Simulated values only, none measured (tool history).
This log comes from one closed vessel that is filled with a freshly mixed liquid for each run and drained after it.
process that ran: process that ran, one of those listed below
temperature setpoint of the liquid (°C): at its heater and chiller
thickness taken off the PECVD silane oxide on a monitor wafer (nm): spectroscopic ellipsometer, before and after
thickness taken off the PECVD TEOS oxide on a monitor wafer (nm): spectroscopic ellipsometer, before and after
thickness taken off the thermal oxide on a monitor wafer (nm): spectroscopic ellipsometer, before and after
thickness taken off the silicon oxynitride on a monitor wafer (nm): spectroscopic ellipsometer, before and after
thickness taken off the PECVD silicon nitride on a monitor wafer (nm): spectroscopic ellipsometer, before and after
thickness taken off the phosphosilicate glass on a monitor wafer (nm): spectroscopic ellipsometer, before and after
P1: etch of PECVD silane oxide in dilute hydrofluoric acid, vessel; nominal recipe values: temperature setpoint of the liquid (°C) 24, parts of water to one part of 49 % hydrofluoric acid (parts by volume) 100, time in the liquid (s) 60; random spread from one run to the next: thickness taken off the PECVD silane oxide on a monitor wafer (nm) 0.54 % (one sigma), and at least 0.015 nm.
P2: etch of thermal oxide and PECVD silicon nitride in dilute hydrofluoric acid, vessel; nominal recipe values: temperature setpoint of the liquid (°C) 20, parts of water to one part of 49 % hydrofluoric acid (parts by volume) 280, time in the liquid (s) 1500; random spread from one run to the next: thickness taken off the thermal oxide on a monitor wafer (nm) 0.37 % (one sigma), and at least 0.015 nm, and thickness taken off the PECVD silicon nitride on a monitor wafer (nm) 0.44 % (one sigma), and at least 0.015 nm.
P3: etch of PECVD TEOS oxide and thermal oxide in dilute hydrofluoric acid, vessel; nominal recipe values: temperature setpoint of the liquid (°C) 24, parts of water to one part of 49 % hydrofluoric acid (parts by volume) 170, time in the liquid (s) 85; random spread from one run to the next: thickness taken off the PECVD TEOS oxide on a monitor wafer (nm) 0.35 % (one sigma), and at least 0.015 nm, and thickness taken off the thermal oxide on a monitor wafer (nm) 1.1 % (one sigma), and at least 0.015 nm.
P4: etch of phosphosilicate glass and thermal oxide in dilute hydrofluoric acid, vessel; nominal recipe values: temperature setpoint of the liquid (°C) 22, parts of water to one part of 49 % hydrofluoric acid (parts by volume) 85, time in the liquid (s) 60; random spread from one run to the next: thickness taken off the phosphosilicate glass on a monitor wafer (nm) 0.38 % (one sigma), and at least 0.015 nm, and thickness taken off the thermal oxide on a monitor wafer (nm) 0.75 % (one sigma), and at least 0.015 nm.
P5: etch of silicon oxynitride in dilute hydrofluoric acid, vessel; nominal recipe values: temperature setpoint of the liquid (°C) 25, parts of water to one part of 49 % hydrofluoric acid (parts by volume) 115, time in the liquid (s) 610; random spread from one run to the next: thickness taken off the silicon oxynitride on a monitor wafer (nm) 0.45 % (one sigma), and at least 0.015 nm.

run,hour,process that ran,temperature setpoint of the liquid (°C),parts of water to one part of 49 % hydrofluoric acid (parts by volume),time in the liquid (s),hours since the thermometer was replaced,hours since the hydrofluoric acid flow meter was replaced,thickness taken off the PECVD silane oxide on a monitor wafer (nm),thickness taken off the PECVD TEOS oxide on a monitor wafer (nm),thickness taken off the thermal oxide on a monitor wafer (nm),thickness taken off the silicon oxynitride on a monitor wafer (nm),thickness taken off the PECVD silicon nitride on a monitor wafer (nm),thickness taken off the phosphosilicate glass on a monitor wafer (nm)
1,5,P1,24,100,60,760.6,482.7,14.588,,,,,
2,9.6,P1,24,100,30,765.2,487.3,7.1961,,,,,
3,18.2,P3,29,170,85,773.8,495.9,,6.8167,2.4391,,,
4,26.8,P1,20,100,60,782.4,504.5,12.308,,,,,
5,32.1,P3,24,170,85,787.7,509.8,,5.6232,2.0504,,,
6,36.2,P5,25,200,610,791.8,513.9,,,,14.733,,
7,40.3,P5,25,115,965,795.9,518,,,,43.293,,
8,46.1,P1,24,25,60,801.7,523.8,63.021,,,,,
9,52,P2,17,280,1500,807.6,529.7,,,15.879,,8.7,
10,58.3,P2,20,280,1500,813.9,536,,,17.779,,10.514,
11,65.8,P2,20,475,1500,821.4,543.5,,,8.895,,6.3914,
12,71.2,P1,24,175,60,826.8,548.9,7.5374,,,,,
13,78.3,P1,20.5,100,30,833.9,556,6.2212,,,,,
14,86.5,P5,21,115,610,842.1,564.2,,,,22.449,,
15,93.3,P4,26,85,60,848.9,571,,,3.8548,,,121.66
16,101.6,P3,24,170,165,857.2,579.3,,10.972,4.071,,,
17,110.1,P4,22,85,115,865.7,587.8,,,6.2803,,,197.29
18,115.8,P4,22,85,60,871.4,593.5,,,3.2393,,,104.13
19,120.2,P2,20,280,305,875.8,597.9,,,3.6307,,2.1486,
20,126.3,P1,24,100,60,881.9,604,14.344,,,,,
21,130.5,P4,22,20,60,886.1,608.2,,,15.095,,,476.11

Estimate the outcome of run 22 from the log above:
22,139,P1,24,100,60,894.6,616.7,?,,,,,

{"run 22": {"thickness taken off the PECVD silane oxide on a monitor wafer (nm)": 14.324}}
